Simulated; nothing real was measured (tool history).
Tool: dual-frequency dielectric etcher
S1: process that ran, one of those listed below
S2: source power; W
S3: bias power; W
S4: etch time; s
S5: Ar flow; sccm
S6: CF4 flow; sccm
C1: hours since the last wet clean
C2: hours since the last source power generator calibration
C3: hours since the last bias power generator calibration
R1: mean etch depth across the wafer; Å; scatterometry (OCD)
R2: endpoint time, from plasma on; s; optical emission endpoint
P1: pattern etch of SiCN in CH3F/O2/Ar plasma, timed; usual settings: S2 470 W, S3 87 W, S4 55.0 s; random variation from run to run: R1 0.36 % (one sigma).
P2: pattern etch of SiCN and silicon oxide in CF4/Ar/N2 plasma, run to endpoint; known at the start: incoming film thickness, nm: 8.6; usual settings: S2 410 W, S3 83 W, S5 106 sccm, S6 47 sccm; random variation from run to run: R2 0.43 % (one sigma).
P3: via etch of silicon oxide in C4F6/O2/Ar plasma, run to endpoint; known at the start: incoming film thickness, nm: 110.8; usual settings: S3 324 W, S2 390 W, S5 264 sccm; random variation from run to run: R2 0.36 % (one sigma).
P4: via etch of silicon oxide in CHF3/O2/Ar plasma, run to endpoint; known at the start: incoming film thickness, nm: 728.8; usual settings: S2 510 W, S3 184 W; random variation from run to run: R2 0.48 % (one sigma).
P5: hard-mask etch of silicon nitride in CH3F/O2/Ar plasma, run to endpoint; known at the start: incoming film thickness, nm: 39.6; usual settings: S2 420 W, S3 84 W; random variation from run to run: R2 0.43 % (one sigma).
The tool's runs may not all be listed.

Run 1, day 0.350: S1 P1, S2 470 W, S3 87 W, S4 55.0 s; C1 382.7; C2 652.8; C3 1526.9. Result: R1 233.65 Å.
Run 2, day 0.958: S1 P5, S2 420 W, S3 53 W; C1 397.3; C2 667.4; C3 1541.5. Result: R2 61.7950 s.
Run 3, day 1.554: S1 P1, S2 320 W, S3 117 W, S4 55.0 s; C1 411.6; C2 681.7; C3 1555.8. Result: R1 225.88 Å.
Run 4, day 1.979: S1 P4, S2 320 W, S3 184 W; C1 421.8; C2 691.9; C3 1566.0. Result: R2 472.8600 s.
Run 5, day 2.450: S1 P2, S2 410 W, S3 104 W, S5 106 sccm, S6 47 sccm; C1 433.1; C2 703.2; C3 1577.3. Result: R2 9.7820 s.
Run 6, day 3.125: S1 P5, S2 420 W, S3 84 W; C1 449.3; C2 719.4; C3 1593.5. Result: R2 53.2910 s.
Run 7, day 3.796: S1 P2, S2 490 W, S3 83 W, S5 106 sccm, S6 47 sccm; C1 465.4; C2 735.5; C3 1609.6. Result: R2 9.1039 s.
Run 8, day 4.392: S1 P1, S2 470 W, S3 87 W, S4 55.0 s; C1 479.7; C2 749.8; C3 1623.9. Result: R1 233.36 Å.
Run 9, day 4.862: S1 P1, S2 470 W, S3 87 W, S4 79.5 s; C1 491.0; C2 761.1; C3 1635.2. Result: R1 339.03 Å.
Run 10, day 5.458: S1 P1, S2 470 W, S3 111 W, S4 75.5 s; C1 505.3; C2 775.4; C3 1649.5. Result: R1 350.04 Å.
Run 11, day 5.908: S1 P1, S2 470 W, S3 87 W, S4 55.0 s; C1 516.1; C2 786.2; C3 1660.3. Result: R1 234.84 Å.
Run 12, day 6.604: S1 P2, S2 410 W, S3 83 W, S5 77 sccm, S6 47 sccm; C1 532.8; C2 802.9; C3 1677.0. Result: R2 10.1980 s.
Run 13, day 7.083: S1 P3, S2 390 W, S3 324 W, S5 374 sccm; C1 544.3; C2 814.4; C3 1688.5. Result: R2 29.2070 s.
Run 14, day 7.746: S1 P3, S2 390 W, S3 324 W, S5 264 sccm; C1 560.2; C2 830.3; C3 1704.4. Result: R2 28.0980 s.
Run 15, day 8.438: S1 P1, S2 310 W, S3 87 W, S4 55.0 s; C1 576.8; C2 846.9; C3 1721.0. Result: R1 200.55 Å.
Run 16, day 9.058: S1 P3, S2 390 W, S3 224 W, S5 264 sccm; C1 591.7; C2 861.8; C3 1735.9. Result: R2 31.8320 s.
Run 17, day 9.542: S1 P5, S2 560 W, S3 84 W; C1 603.3; C2 873.4; C3 1747.5. Result: R2 47.6670 s.
Run 18, day 10.242: S1 P4, S2 510 W, S3 248 W; C1 620.1; C2 890.2; C3 1764.3. Result: R2 359.4500 s.
Run 19, day 10.625: S1 P1, S2 470 W, S3 87 W, S4 55.0 s; C1 629.3; C2 899.4; C3 1773.5. Result: R1 233.61 Å.
Run 20, day 11.204: S1 P1, S2 470 W, S3 87 W, S4 34.5 s; C1 643.2; C2 913.3; C3 1787.4. Result: R1 146.79 Å.
Run 21, day 11.638: S1 P1, S2 640 W, S3 87 W, S4 55.0 s; C1 653.6; C2 923.7; C3 1797.8. Result: R1 262.34 Å.
Run 22, day 12.125: S1 P1, S2 470 W, S3 109 W, S4 55.0 s; C1 665.3; C2 935.4; C3 1809.5. Result: R1 253.75 Å.
Run 23, day 12.550: S1 P3, S2 230 W, S3 324 W, S5 264 sccm; C1 675.5; C2 945.6; C3 1819.7. Result: R2 34.6270 s.
Run 24, day 13.200: S1 P1, S2 470 W, S3 54 W, S4 55.0 s; C1 691.1; C2 961.2; C3 1835.3. Result: R1 197.43 Å.

The next listed run, before its measurement:
Run 25, day 13.900: S1 P1, S2 320 W, S3 87 W, S4 69.0 s; C1 707.9; C2 978.0; C3 1852.1. Result: R1 ?.

Run 25 gave R1 254.24 Å.

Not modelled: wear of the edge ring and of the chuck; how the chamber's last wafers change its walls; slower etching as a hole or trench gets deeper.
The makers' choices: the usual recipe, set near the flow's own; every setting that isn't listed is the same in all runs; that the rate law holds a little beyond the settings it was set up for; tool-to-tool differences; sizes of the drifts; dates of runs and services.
